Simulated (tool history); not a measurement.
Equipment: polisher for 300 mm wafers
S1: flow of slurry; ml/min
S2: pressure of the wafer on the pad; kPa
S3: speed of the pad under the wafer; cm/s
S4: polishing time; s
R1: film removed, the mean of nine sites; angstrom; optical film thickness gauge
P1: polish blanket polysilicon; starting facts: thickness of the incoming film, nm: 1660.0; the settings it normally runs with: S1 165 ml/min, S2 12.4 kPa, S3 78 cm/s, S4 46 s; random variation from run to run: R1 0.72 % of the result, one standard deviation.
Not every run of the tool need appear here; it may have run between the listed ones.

run	day	S1	S2	S3	S4	R1
1	0.662	165	12.4	78	46	2130.7
2	1.392	165	12.4	78	46	2136.9
3	1.988	165	12.4	78	46	2159.8
4	2.612	165	12.4	78	69	3200.9
5	3.121	165	12.4	78	46	2160
6	3.633	165	5.5	78	46	949.87
7	4.288	165	12.4	36	46	987.1
8	4.633	165	12.4	78	46	2130.5
9	5.2	165	12.4	78	31	1467.9
10	5.896	100	12.4	78	46	1912.7
11	6.642	255	12.4	38	46	1112.3
12	7.154	165	18.6	78	46	3236.7
13	7.492	165	17.9	104	46	4095.8
14	8.004	165	12.4	120	46	3296.8
15	8.475	165	12.4	78	46	2133.7
16	9.125	215	7.6	78	46	1352.7
17	9.812	230	12.4	78	46	2263.4
18	10.483	165	12.4	78	46	2176.6
19	11.071	165	12.4	78	46	2103.8
20	11.525	165	12.4	78	46	2066.4
21	11.983	165	12.4	78	46	2067.6
22	12.5	165	12.4	78	46	2028.6
# day 12.917: worn pad replaced by a new one
23	13.129	165	12.4	78	46	2022.3
24	13.488	165	12.4	78	46	2039.1
25	13.883	165	12.4	78	46	2009.7
26	14.35	165	12.4	78	46	2012.2

Run 27 comes next. What will it give?
27	15.058	165	12.4	78	46	?

R1: 2021.7 angstrom
